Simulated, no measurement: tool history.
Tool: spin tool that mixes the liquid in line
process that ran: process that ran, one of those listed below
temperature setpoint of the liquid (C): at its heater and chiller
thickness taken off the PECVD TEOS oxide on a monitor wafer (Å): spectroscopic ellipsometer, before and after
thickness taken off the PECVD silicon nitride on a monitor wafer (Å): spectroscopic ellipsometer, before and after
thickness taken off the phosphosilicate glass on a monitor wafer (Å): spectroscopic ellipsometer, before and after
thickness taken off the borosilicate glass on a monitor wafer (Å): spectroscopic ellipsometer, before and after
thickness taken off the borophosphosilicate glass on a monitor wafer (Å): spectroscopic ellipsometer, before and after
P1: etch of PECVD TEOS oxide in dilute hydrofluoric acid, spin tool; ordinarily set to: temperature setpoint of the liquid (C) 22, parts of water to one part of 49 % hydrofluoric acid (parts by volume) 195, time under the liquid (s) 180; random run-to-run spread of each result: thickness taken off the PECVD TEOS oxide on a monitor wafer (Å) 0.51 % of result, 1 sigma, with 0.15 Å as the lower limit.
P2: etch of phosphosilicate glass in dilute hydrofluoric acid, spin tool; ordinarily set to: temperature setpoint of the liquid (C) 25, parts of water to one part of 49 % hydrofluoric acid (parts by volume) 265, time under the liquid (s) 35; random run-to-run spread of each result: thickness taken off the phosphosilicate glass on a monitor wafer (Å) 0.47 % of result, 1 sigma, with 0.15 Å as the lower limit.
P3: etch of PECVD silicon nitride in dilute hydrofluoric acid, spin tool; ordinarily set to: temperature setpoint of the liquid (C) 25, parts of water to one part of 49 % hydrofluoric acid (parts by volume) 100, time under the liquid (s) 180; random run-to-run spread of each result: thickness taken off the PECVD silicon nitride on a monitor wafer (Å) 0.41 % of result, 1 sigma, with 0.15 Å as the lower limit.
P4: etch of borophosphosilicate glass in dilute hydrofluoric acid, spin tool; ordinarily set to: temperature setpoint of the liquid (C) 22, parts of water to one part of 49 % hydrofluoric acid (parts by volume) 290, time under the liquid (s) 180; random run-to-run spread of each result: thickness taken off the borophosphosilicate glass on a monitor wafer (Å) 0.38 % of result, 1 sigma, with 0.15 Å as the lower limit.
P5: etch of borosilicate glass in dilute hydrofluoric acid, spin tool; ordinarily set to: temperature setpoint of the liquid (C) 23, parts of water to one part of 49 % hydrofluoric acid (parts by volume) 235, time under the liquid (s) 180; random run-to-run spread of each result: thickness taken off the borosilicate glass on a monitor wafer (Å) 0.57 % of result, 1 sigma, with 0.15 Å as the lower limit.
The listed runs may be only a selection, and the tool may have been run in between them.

run	day	process that ran	temperature setpoint of the liquid (C)	parts of water to one part of 49 % hydrofluoric acid (parts by volume)	time under the liquid (s)	hours since the thermometer was replaced	hours since the hydrofluoric acid flow meter was replaced	thickness taken off the PECVD TEOS oxide on a monitor wafer (Å)	thickness taken off the PECVD silicon nitride on a monitor wafer (Å)	thickness taken off the phosphosilicate glass on a monitor wafer (Å)	thickness taken off the borosilicate glass on a monitor wafer (Å)	thickness taken off the borophosphosilicate glass on a monitor wafer (Å)
1	0.262	P1	22	195	180	236	1390	75.045				
2	0.475	P3	32.5	100	180	241.1	1395.1		147.73			
3	0.662	P1	27.5	195	180	245.6	1399.6	91.173				
4	0.954	P2	25	265	35	252.6	1406.6			82.552		
5	1.267	P2	19.5	265	35	260.1	1414.1			67.019		
6	1.604	P2	25	265	15	268.2	1422.2			34.942		
7	1.85	P1	22	195	180	274.1	1428.1	74.53				
8	2.046	P3	25	100	285	278.8	1432.8		145.86			
9	2.204	P5	23	355	180	282.6	1436.6				74.446	
10	2.492	P4	22	175	180	289.5	1443.5					382.04
11	2.675	P1	22	195	180	293.9	1447.9	75.17				
12	2.912	P4	22	290	180	299.6	1453.6					204.02
13	3.25	P1	22	195	180	307.7	1461.7	74.907				
14	3.55	P1	22	300	180	314.9	1468.9	43.999				
15	3.883	P1	22	195	90	322.9	1476.9	37.61				
16	4.058	P1	22	195	180	327.1	1481.1	75.447				
17	4.329	P1	22	195	300	333.6	1487.6	124.5				
18	4.654	P4	22	290	295	341.4	1495.4					334.84
19	5.004	P2	25	80	35	349.8	1503.8			337.43		
20	5.175	P1	18	195	60	353.9	1507.9	21.618				
21	5.408	P4	17.5	290	180	359.5	1513.5					172.64
22	5.662	P5	23	235	180	365.6	1519.6				126.06	
23	5.908	P1	17	195	180	371.5	1525.5	61.21				
24	6.079	P1	22	75	180	375.6	1529.6	223.7				
25	6.25	P3	25	100	180	379.7	1533.7		91.226			
26	6.412	P3	25	145	180	383.6	1537.6		63.319			
27	6.592	P1	22	195	180	387.9	1541.9	74.073				
28	6.779	P5	23	235	15	392.4	1546.4				10.737	
29	6.992	P3	25	100	180	397.5	1551.5		91.411			
30	7.15	P4	22	290	180	401.3	1555.3					203.54
31	7.379	P1	22	330	260	406.8	1560.8	55.639				
32	7.592	P1	18.5	45	180	411.9	1565.9	333.53				
33	7.896	P5	31	235	180	419.2	1573.2				165.85	
34	8.071	P1	22	195	180	423.4	1577.4	75.057				
35	8.233	P1	22	195	180	427.3	1581.3	76.689				
36	8.579	P1	22	195	180	435.6	1589.6	78.862				
37	8.879	P1	22	195	180	442.8	1596.8	78.346				
38	9.146	P1	22	195	180	449.2	1603.2	80.113				
39	9.4	P1	22	195	180	455.3	1609.3	80.798				
40	9.725	P1	22	195	180	463.1	1617.1	80.744				
41	9.958	P1	22	195	180	468.7	1622.7	80.512				

Something has made what P1 gives creep away from where it was; the 2 causes below, each at its own stated size, fit the log equally well:
A: hydrofluoric acid flow above the setpoint (%) = 6.18
B: liquid hotter than its thermometer reads (K) = 1.92
Creep in the process output first set in at about day 8.071.

Each of the 4 check runs below uses one wafer; its results are left as question marks. Which run tells the causes apart?
check 1	10.192	P4	22	290	180							?
check 2	10.192	P3	25	100	180				?			
check 3	10.192	P2	25	265	35					?		
check 4	10.192	P5	23	235	180						?	

Predicted outcomes, by check and by cause:
check	result	if A	if B
check 1	thickness taken off the borophosphosilicate glass on a monitor wafer (Å)	220.49	218.73
check 2	thickness taken off the PECVD silicon nitride on a monitor wafer (Å)	97.419	103.98
check 3	thickness taken off the phosphosilicate glass on a monitor wafer (Å)	88.445	87.618
check 4	thickness taken off the borosilicate glass on a monitor wafer (Å)	135.58	134.97
Separation of the two closest causes in each check, using whichever result separates them best: check 1 0.8 %; check 2 6.52 %; check 3 0.94 %; check 4 0.45 %
Check 2 tells the causes apart: in the others they would give nearly the same result.

Check 2 has now been run. It gave: thickness taken off the PECVD silicon nitride on a monitor wafer (Å) 96.599. Which of the candidate causes is it?

The correct cause is A, namely: hydrofluoric acid flow above the setpoint (%).
